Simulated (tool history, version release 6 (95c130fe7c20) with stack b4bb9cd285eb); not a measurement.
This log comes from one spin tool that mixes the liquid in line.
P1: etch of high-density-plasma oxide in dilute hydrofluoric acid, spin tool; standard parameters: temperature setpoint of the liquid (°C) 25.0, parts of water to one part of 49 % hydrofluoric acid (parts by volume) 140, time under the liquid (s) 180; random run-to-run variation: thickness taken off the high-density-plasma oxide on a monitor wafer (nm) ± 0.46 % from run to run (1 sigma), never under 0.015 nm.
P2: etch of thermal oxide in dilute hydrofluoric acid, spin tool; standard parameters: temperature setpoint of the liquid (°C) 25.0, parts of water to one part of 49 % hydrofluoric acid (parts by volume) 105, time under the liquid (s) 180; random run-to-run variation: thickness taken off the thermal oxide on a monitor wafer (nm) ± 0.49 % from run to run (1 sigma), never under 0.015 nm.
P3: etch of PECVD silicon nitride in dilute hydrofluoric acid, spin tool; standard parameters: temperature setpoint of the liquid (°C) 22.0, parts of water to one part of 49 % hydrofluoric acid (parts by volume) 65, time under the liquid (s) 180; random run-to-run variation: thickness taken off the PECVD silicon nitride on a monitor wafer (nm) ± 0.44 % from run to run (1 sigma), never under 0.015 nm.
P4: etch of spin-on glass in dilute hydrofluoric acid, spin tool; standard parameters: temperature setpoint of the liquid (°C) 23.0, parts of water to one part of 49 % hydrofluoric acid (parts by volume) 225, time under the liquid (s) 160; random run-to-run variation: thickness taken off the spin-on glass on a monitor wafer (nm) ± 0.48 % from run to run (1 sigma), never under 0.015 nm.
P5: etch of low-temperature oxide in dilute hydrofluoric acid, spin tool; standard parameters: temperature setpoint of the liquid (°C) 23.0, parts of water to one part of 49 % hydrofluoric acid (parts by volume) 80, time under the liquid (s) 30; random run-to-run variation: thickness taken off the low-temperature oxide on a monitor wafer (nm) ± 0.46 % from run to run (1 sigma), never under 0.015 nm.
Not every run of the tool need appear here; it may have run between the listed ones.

run,day,process that ran,temperature setpoint of the liquid (°C),parts of water to one part of 49 % hydrofluoric acid (parts by volume),time under the liquid (s),hours since the thermometer was replaced,hours since the hydrofluoric acid flow meter was replaced,thickness taken off the high-density-plasma oxide on a monitor wafer (nm),thickness taken off the low-temperature oxide on a monitor wafer (nm),thickness taken off the thermal oxide on a monitor wafer (nm),thickness taken off the PECVD silicon nitride on a monitor wafer (nm),thickness taken off the spin-on glass on a monitor wafer (nm)
1,0.400,P1,25.0,140,180,880.6,1155.8,9.60830,,,,
2,0.954,P5,27.0,80,30,893.9,1169.1,,7.8017,,,
3,1.254,P5,23.0,80,30,901.1,1176.3,,6.5783,,,
4,1.750,P1,25.0,140,180,913.0,1188.2,9.58540,,,,
5,2.300,P1,18.0,140,180,926.2,1201.4,7.29310,,,,
6,2.721,P2,25.0,105,180,936.3,1211.5,,,8.3324,,
7,3.042,P2,25.0,170,180,944.0,1219.2,,,4.7928,,
8,3.508,P3,22.0,45,180,955.2,1230.4,,,,9.17890,
9,4.088,P4,23.0,225,160,969.1,1244.3,,,,,22.367
10,4.538,P1,25.0,140,180,979.9,1255.1,9.60430,,,,
11,4.796,P3,22.0,65,15,986.1,1261.3,,,,0.52716,
12,5.367,P1,25.0,65,180,999.8,1275.0,22.45500,,,,
13,5.875,P2,30.5,105,180,1012.0,1287.2,,,10.4070,,
14,6.433,P4,23.0,225,255,1025.4,1300.6,,,,,36.304
15,6.967,P3,17.0,65,180,1038.2,1313.4,,,,4.53230,
16,7.275,P1,25.0,255,180,1045.6,1320.8,4.65200,,,,
17,7.758,P1,19.0,30,180,1057.2,1332.4,40.02100,,,,
18,8.054,P4,17.0,225,160,1064.3,1339.5,,,,,17.898
19,8.567,P5,23.0,80,30,1076.6,1351.8,,6.6145,,,
20,9.125,P3,22.0,65,180,1090.0,1365.2,,,,6.37930,
21,9.479,P4,23.0,360,160,1098.5,1373.7,,,,,12.449
22,10.025,P3,22.0,65,180,1111.6,1386.8,,,,6.48320,
23,10.500,P1,25.0,140,315,1123.0,1398.2,16.74200,,,,
# day 10.979: hydrofluoric acid flow meter replaced
24,11.038,P5,23.0,110,30,1135.9,1.5,,4.6598,,,
25,11.400,P1,25.0,140,15,1144.6,10.2,0.79805,,,,
26,11.829,P2,25.0,105,65,1154.9,20.5,,,3.0237,,
27,12.288,P5,23.0,80,15,1165.9,31.5,,3.3570,,,
28,12.708,P1,25.0,140,180,1176.0,41.6,9.61150,,,,
29,13.079,P1,30.0,140,180,1184.9,50.5,11.49700,,,,
30,13.642,P1,25.0,140,180,1198.4,64.0,9.58920,,,,
31,13.967,P1,25.0,140,180,1206.2,71.8,9.52200,,,,
32,14.438,P1,25.0,140,180,1217.5,83.1,9.31370,,,,
33,14.992,P1,25.0,140,180,1230.8,96.4,9.14690,,,,
34,15.433,P1,25.0,140,180,1241.4,107.0,9.15270,,,,
35,15.796,P1,25.0,140,180,1250.1,115.7,9.08380,,,,
36,16.292,P1,25.0,140,180,1262.0,127.6,9.11520,,,,
37,16.838,P1,25.0,140,180,1275.1,140.7,9.10190,,,,

Run 38 comes next. What will it give?
38,17.175,P1,25.0,140,180,1283.2,148.8,?,,,,

thickness taken off the high-density-plasma oxide on a monitor wafer (nm): 9.11900
